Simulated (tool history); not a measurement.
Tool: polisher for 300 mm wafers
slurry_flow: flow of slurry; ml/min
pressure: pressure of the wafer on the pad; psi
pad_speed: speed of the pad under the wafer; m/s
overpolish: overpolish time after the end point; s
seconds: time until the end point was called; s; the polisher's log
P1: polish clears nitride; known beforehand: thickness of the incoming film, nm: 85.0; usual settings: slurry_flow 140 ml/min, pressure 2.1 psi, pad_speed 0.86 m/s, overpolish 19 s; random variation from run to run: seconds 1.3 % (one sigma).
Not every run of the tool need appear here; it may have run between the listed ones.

Run 1, hour 5.9: slurry_flow 140 ml/min, pressure 2.1 psi, pad_speed 0.86 m/s, overpolish 19 s. Result: seconds 135.500 s.
Run 2, hour 11.7: slurry_flow 140 ml/min, pressure 2.1 psi, pad_speed 1.34 m/s, overpolish 19 s. Result: seconds 86.981 s.
Run 3, hour 22.6: slurry_flow 140 ml/min, pressure 2.1 psi, pad_speed 0.86 m/s, overpolish 35 s. Result: seconds 134.520 s.
Run 4, hour 28.5: slurry_flow 140 ml/min, pressure 2.1 psi, pad_speed 0.60 m/s, overpolish 6 s. Result: seconds 192.230 s.
Run 5, hour 40.2: slurry_flow 175 ml/min, pressure 2.1 psi, pad_speed 0.86 m/s, overpolish 36 s. Result: seconds 130.790 s.
Run 6, hour 48.7: slurry_flow 185 ml/min, pressure 2.1 psi, pad_speed 0.86 m/s, overpolish 19 s. Result: seconds 129.950 s.
Run 7, hour 61.6: slurry_flow 140 ml/min, pressure 2.1 psi, pad_speed 0.86 m/s, overpolish 19 s. Result: seconds 134.910 s.
Run 8, hour 73.0: slurry_flow 140 ml/min, pressure 2.1 psi, pad_speed 0.86 m/s, overpolish 19 s. Result: seconds 136.570 s.
Run 9, hour 79.1: slurry_flow 140 ml/min, pressure 2.1 psi, pad_speed 0.86 m/s, overpolish 8 s. Result: seconds 135.450 s.
Run 10, hour 92.0: slurry_flow 140 ml/min, pressure 2.1 psi, pad_speed 0.46 m/s, overpolish 19 s. Result: seconds 252.150 s.
Run 11, hour 103.6: slurry_flow 140 ml/min, pressure 2.1 psi, pad_speed 0.86 m/s, overpolish 19 s. Result: seconds 135.670 s.
Run 12, hour 116.2: slurry_flow 140 ml/min, pressure 2.8 psi, pad_speed 0.86 m/s, overpolish 19 s. Result: seconds 100.450 s.
Run 13, hour 126.7: slurry_flow 140 ml/min, pressure 1.0 psi, pad_speed 0.86 m/s, overpolish 19 s. Result: seconds 283.270 s.
Run 14, hour 134.4: slurry_flow 85 ml/min, pressure 2.1 psi, pad_speed 0.86 m/s, overpolish 19 s. Result: seconds 151.540 s.
Run 15, hour 145.2: slurry_flow 140 ml/min, pressure 2.1 psi, pad_speed 0.86 m/s, overpolish 19 s. Result: seconds 134.670 s.
Run 16, hour 151.6: slurry_flow 140 ml/min, pressure 2.1 psi, pad_speed 0.86 m/s, overpolish 19 s. Result: seconds 137.280 s.
Run 17, hour 162.2: slurry_flow 140 ml/min, pressure 2.1 psi, pad_speed 0.86 m/s, overpolish 19 s. Result: seconds 144.170 s.
Run 18, hour 173.1: slurry_flow 140 ml/min, pressure 2.1 psi, pad_speed 0.86 m/s, overpolish 19 s. Result: seconds 144.940 s.
Run 19, hour 182.6: slurry_flow 140 ml/min, pressure 2.1 psi, pad_speed 0.86 m/s, overpolish 19 s. Result: seconds 147.450 s.
At hour 190.4: head pressure recalibrated.
Run 20, hour 194.4: slurry_flow 140 ml/min, pressure 2.1 psi, pad_speed 0.86 m/s, overpolish 19 s. Result: seconds 147.480 s.
Run 21, hour 204.4: slurry_flow 140 ml/min, pressure 2.1 psi, pad_speed 0.86 m/s, overpolish 19 s. Result: seconds 147.190 s.
Run 22, hour 213.3: slurry_flow 140 ml/min, pressure 2.1 psi, pad_speed 0.86 m/s, overpolish 19 s. Result: seconds 146.990 s.

P1 has crept away from where it was. The log is fitted equally well by each of these 2 causes, at the sizes shown:
A: removal rate lost through wear of the pad, % = 9.26
B: slurry flow missing at the pad, % = 34.9
The creep began at about hour 145.2.
The rest of the possible causes, and what rules out each one:
head's pressure below its setpoint, %: serviced at hour 190.4, after the change had begun; the process did not return to its earlier output

Each of the check runs listed below is run on 3 wafers and reports their average, with the results left as question marks. Pick the one under which the possible causes would lead to clearly different results.
Run check 1, hour 222.2: slurry_flow 85 ml/min, pressure 2.1 psi, pad_speed 0.86 m/s, overpolish 13 s. Result: seconds ?.
Run check 2, hour 222.2: slurry_flow 140 ml/min, pressure 2.1 psi, pad_speed 0.52 m/s, overpolish 19 s. Result: seconds ?.
Run check 3, hour 222.2: slurry_flow 140 ml/min, pressure 2.1 psi, pad_speed 0.86 m/s, overpolish 8 s. Result: seconds ?.
Run check 4, hour 222.2: slurry_flow 170 ml/min, pressure 2.1 psi, pad_speed 0.86 m/s, overpolish 19 s. Result: seconds ?.

If the cause were each of the candidates in turn, the checks would give the following:
  check   result     if A     if B
check 1  seconds  167.120  176.100
check 2  seconds  245.900  245.930
check 3  seconds  148.680  148.700
check 4  seconds  143.860  141.640
Minimum pairwise separation of causes per check, each pair taken at its best-separating result: check 1 5.23 %; check 2 0.01 %; check 3 0.01 %; check 4 1.56 %
Only check 1 tells the causes apart: in the others they would give nearly the same result.

Here is what check 1 returned: seconds 165.150 s. Which cause is it?

Of the candidate causes, it is A: removal rate lost through wear of the pad, %.
